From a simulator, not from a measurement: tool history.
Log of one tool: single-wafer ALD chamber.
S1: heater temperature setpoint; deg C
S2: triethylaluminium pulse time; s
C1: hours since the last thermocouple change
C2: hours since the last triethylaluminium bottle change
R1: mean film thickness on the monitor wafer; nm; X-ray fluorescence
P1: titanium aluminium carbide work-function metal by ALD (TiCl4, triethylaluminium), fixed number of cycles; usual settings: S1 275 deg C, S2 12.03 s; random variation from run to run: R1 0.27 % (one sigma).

run 1 hour=10.2 | S1=275 S2=12.03 | C1=1031.8 C2=458.5 | R1=1.7788
run 2 hour=19.6 | S1=275 S2=12.03 | C1=1041.2 C2=467.9 | R1=1.7816
run 3 hour=26.1 | S1=259 S2=6.55 | C1=1047.7 C2=474.4 | R1=1.4954
run 4 hour=37.6 | S1=259 S2=12.03 | C1=1059.2 C2=485.9 | R1=1.6527
run 5 hour=47.8 | S1=275 S2=12.03 | C1=1069.4 C2=496.1 | R1=1.7759
run 6 hour=60.9 | S1=275 S2=12.03 | C1=1082.5 C2=509.2 | R1=1.7757
run 7 hour=70.9 | S1=275 S2=12.03 | C1=1092.5 C2=519.2 | R1=1.7803
run 8 hour=82.9 | S1=275 S2=4.97 | C1=1104.5 C2=531.2 | R1=1.4873
run 9 hour=96.2 | S1=292 S2=17.64 | C1=1117.8 C2=544.5 | R1=1.9513
run 10 hour=109.0 | S1=275 S2=12.03 | C1=1130.6 C2=557.3 | R1=1.7861
run 11 hour=117.5 | S1=291 S2=12.03 | C1=1139.1 C2=565.8 | R1=1.9118
run 12 hour=125.6 | S1=275 S2=15.89 | C1=1147.2 C2=573.9 | R1=1.7956
run 13 hour=133.5 | S1=256 S2=17.86 | C1=1155.1 C2=581.8 | R1=1.6431
run 14 hour=140.1 | S1=275 S2=12.03 | C1=1161.7 C2=588.4 | R1=1.7906
run 15 hour=154.9 | S1=275 S2=12.03 | C1=1176.5 C2=603.2 | R1=1.7707
run 16 hour=168.9 | S1=275 S2=12.03 | C1=1190.5 C2=617.2 | R1=1.7623
run 17 hour=182.6 | S1=275 S2=12.03 | C1=1204.2 C2=630.9 | R1=1.7605
run 18 hour=196.1 | S1=275 S2=12.03 | C1=1217.7 C2=644.4 | R1=1.7503
run 19 hour=210.5 | S1=275 S2=12.03 | C1=1232.1 C2=658.8 | R1=1.7606
run 20 hour=223.2 | S1=275 S2=12.03 | C1=1244.8 C2=671.5 | R1=1.7521
run 21 hour=235.5 | S1=275 S2=12.03 | C1=1257.1 C2=683.8 | R1=1.7521
run 22 hour=242.9 | S1=275 S2=12.03 | C1=1264.5 C2=691.2 | R1=1.7485
run 23 hour=257.5 | S1=275 S2=12.03 | C1=1279.1 C2=705.8 | R1=1.7605

What P1 gives has crept away from where it was. These 2 causes fit the log equally well, each at the size given:
A: triethylaluminium dose below that of a fresh bottle (%) = 16.8
B: wafer temperature below the value expected at the setpoint (K) = 3.42
The creep began at about hour 140.1.

4 check runs are offered, one wafer each, their results left as question marks. Which one tells the causes apart?
run check 1 hour=272.1 | S1=284 S2=12.03 | R1=?
run check 2 hour=272.1 | S1=286 S2=12.03 | R1=?
run check 3 hour=272.1 | S1=262 S2=12.03 | R1=?
run check 4 hour=272.1 | S1=285 S2=6.85 | R1=?

What each check would give under each cause:
check=check_1 result=R1 if_A=1.8289 if_B=1.8298
check=check_2 result=R1 if_A=1.8457 if_B=1.8468
check=check_3 result=R1 if_A=1.6461 if_B=1.6447
check=check_4 result=R1 if_A=1.6316 if_B=1.6918
How far apart the two closest causes lie, in the result that separates them most: check 1 0.05 %; check 2 0.06 %; check 3 0.09 %; check 4 3.62 %
Check 4 tells the causes apart: in the others they would give nearly the same result.

Then check 4 was run and gave: R1 1.6903 nm. Which cause is it?

It is B: wafer temperature below the value expected at the setpoint (K).
